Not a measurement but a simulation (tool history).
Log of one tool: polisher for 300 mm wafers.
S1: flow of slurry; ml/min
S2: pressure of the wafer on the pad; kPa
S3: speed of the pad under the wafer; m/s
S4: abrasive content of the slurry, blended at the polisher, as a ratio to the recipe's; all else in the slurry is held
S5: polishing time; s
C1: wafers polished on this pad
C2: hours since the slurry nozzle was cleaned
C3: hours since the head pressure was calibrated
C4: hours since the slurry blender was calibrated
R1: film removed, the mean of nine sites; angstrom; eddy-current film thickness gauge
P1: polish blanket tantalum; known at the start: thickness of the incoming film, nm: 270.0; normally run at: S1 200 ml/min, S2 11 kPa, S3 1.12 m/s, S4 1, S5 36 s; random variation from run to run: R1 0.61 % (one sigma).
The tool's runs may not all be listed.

run	hour	S1	S2	S3	S4	S5	C1	C2	C3	C4	R1
1	17.8	200	11	1.12	1	36	440	242.3	960.3	64.2	460.02
2	31.1	125	11	1.12	1	36	542	255.6	973.6	77.5	427.7
3	46.1	280	11	1.12	1	36	657	270.6	988.6	92.5	479.5
4	62.8	200	17.9	1.12	1	36	785	287.3	1005.3	109.2	741.86
5	72.3	200	11	1.12	1	36	858	296.8	1014.8	118.7	460.6
6	90.2	200	11	1.12	1	16	995	314.7	1032.7	136.6	205.68
7	103.3	200	11	1.12	1	36	1095	327.8	1045.8	149.7	463.41
8	118	200	11	1.12	1.5	36	1208	342.5	1060.5	164.4	510.47
9	129.6	200	11	0.72	1	52	1297	354.1	1072.1	176	426.69
# hour 131.6: slurry blender recalibrated
10	144.4	200	11	1.12	0.5	36	1410	368.9	1086.9	12.9	358.95
11	159.4	200	11	1.12	1	36	1525	383.9	1101.9	27.9	464.46
# hour 159.9: head pressure recalibrated
12	178.5	200	11	1.12	1	36	1671	403	18.7	47	458.55
13	194.8	200	6.2	1.12	1	36	1796	419.3	35	63.3	260.67
14	205.8	200	11	1.12	1	36	1880	430.3	46	74.3	461.11
15	222.6	200	15.2	1.12	1.4	36	2009	447.1	62.8	91.1	689.14
16	233.3	200	11	1.12	1	56	2091	457.8	73.5	101.8	713.97
17	247.2	200	11	1.78	1	36	2197	471.7	87.4	115.7	740.37
18	257	200	11	0.52	1	36	2272	481.5	97.2	125.5	215.22
19	271.8	200	11	1.12	1	36	2386	496.3	112	140.3	459.25

Forecast run 20:
20	283.4	200	11	1.12	1	36	2475	507.9	123.6	151.9	?

Run 20 gave R1 444.46 angstrom.
